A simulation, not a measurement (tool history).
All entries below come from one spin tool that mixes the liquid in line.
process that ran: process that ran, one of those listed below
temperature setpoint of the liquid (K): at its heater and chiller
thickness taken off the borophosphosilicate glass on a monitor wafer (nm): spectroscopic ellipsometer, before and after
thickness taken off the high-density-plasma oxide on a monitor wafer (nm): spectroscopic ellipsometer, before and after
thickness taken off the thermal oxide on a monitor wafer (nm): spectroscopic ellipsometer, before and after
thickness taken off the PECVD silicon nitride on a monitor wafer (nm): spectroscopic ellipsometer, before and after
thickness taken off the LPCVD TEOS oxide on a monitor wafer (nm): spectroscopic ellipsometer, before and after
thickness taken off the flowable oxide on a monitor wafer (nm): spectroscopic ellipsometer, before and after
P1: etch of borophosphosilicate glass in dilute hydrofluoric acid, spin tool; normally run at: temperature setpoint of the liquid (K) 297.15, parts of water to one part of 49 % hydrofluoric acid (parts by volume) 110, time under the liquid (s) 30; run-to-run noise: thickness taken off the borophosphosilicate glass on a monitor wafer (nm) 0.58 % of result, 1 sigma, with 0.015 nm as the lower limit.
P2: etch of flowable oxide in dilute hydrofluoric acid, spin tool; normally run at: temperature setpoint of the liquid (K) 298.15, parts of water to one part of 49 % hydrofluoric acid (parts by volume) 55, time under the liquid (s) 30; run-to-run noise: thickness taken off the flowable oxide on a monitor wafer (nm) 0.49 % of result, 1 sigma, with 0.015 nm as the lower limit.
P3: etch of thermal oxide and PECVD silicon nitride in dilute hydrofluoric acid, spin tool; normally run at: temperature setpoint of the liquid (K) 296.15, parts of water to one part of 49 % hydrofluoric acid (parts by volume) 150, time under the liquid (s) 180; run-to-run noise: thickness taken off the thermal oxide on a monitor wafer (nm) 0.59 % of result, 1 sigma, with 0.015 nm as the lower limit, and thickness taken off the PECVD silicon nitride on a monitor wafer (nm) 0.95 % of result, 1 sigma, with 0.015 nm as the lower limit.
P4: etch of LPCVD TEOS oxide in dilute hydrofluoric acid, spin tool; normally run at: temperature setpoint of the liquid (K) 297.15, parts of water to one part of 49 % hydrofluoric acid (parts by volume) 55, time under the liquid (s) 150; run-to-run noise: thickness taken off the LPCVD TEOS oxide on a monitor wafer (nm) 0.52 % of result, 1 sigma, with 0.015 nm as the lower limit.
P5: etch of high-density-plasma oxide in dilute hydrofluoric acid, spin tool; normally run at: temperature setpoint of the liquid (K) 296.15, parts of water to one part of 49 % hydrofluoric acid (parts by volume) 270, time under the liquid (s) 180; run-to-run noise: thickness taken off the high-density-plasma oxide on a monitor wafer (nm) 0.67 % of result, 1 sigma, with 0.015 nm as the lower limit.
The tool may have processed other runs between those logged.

run	hour	process that ran	temperature setpoint of the liquid (K)	parts of water to one part of 49 % hydrofluoric acid (parts by volume)	time under the liquid (s)	hours since the thermometer was replaced	hours since the hydrofluoric acid flow meter was replaced	thickness taken off the borophosphosilicate glass on a monitor wafer (nm)	thickness taken off the high-density-plasma oxide on a monitor wafer (nm)	thickness taken off the thermal oxide on a monitor wafer (nm)	thickness taken off the PECVD silicon nitride on a monitor wafer (nm)	thickness taken off the LPCVD TEOS oxide on a monitor wafer (nm)	thickness taken off the flowable oxide on a monitor wafer (nm)
1	13.6	P1	297.15	110	30	2059.1	204.9	12.777					
2	22.2	P5	296.15	115	180	2067.7	213.5		9.9426				
3	33.6	P1	297.15	110	30	2079.1	224.9	12.825					
4	46.9	P1	290.15	110	45	2092.4	238.2	14.313					
5	58.1	P3	296.15	150	355	2103.6	249.4			10.154	4.1907		
6	69.5	P1	304.65	110	30	2115	260.8	17.035					
7	76	P4	297.15	55	150	2121.5	267.3					56.699	
8	85.5	P1	297.15	195	30	2131	276.8	6.5184					
9	96.5	P3	296.15	150	180	2142	287.8			5.097	2.1476		
10	105.5	P1	297.15	110	30	2151	296.8	12.645					
11	113.5	P1	297.15	110	50	2159	304.8	20.879					
12	128.1	P2	304.15	55	30	2173.6	319.4						32.746
13	134.5	P1	290.15	110	30	2180	325.8	9.5765					
14	142.1	P1	297.15	110	15	2187.6	333.4	6.338					
15	155.8	P4	304.65	55	150	2201.3	347.1					76.405	
16	163.9	P3	290.15	150	180	2209.4	355.2			4.0181	1.442		
# hour 170.9: hydrofluoric acid flow meter replaced
17	175.5	P2	298.15	55	30	2221	4.7						25.927
18	190	P1	297.15	110	30	2235.5	19.2	12.709					
19	199.1	P2	298.15	55	55	2244.6	28.3						47.573
20	213.7	P5	296.15	270	180	2259.2	42.9		3.4953				
21	224.3	P1	291.65	185	30	2269.8	53.5	5.5993					
22	236	P1	297.15	35	30	2281.5	65.2	43.795					
23	250.5	P2	298.15	55	30	2296	79.7						25.797
24	260.1	P2	298.15	95	30	2305.6	89.3						14.343
25	271	P5	296.15	270	70	2316.5	100.2		1.3799				
26	285.5	P5	296.15	270	180	2331	114.7		3.5755				
27	299.9	P5	302.15	270	180	2345.4	129.1		4.3372				
28	308	P1	297.15	110	30	2353.5	137.2	12.605					
29	322.5	P3	296.15	30	180	2368	151.7			29.085	10.287		
30	336	P4	297.15	30	150	2381.5	165.2					106.88	
31	350.5	P4	297.15	55	45	2396	179.7					17.181	
32	362.9	P1	297.15	110	30	2408.4	192.1	12.697					
33	370.8	P1	297.15	110	30	2416.3	200	12.328					
34	377.7	P1	297.15	110	30	2423.2	206.9	12.149					
35	389.1	P1	297.15	110	30	2434.6	218.3	12.018					
36	396.8	P1	297.15	110	30	2442.3	226	11.919					
37	405.1	P1	297.15	110	30	2450.6	234.3	11.834					
38	417.3	P1	297.15	110	30	2462.8	246.5	11.946					
39	431.9	P1	297.15	110	30	2477.4	261.1	11.853					

What P1 gives has crept away from where it was. These 2 causes fit the log equally well, each at the size given:
A: liquid colder than its thermometer reads (K) = 1.94
B: hydrofluoric acid flow below the setpoint (%) = 6.55
Creep in the process output first set in at about hour 362.9.

Each of the check runs listed below is run on 3 wafers and reports their average, with the results left as question marks. Pick the one under which the possible causes would lead to clearly different results.
check 1	446.5	P3	292.65	150	180					?	?		
check 2	446.5	P2	298.15	75	45								?
check 3	446.5	P5	296.15	270	80				?				
check 4	446.5	P4	301.65	55	60							?	

What each check would give under each cause:
check	result	if A	if B
check 1	thickness taken off the thermal oxide on a monitor wafer (nm)	4.0967	4.0962
check 1	thickness taken off the PECVD silicon nitride on a monitor wafer (nm)	1.4776	1.5775
check 2	thickness taken off the flowable oxide on a monitor wafer (nm)	25.548	25.641
check 3	thickness taken off the high-density-plasma oxide on a monitor wafer (nm)	1.4695	1.4464
check 4	thickness taken off the LPCVD TEOS oxide on a monitor wafer (nm)	25.146	25.242
Separation of the two closest causes in each check, using whichever result separates them best: check 1 6.54 %; check 2 0.36 %; check 3 1.58 %; check 4 0.38 %
Check 1 tells the causes apart: in the others they would give nearly the same result.

Here is what check 1 returned: thickness taken off the thermal oxide on a monitor wafer (nm) 4.0898; thickness taken off the PECVD silicon nitride on a monitor wafer (nm) 1.488. Which cause is it?

The correct cause is A, namely: liquid colder than its thermometer reads (K).
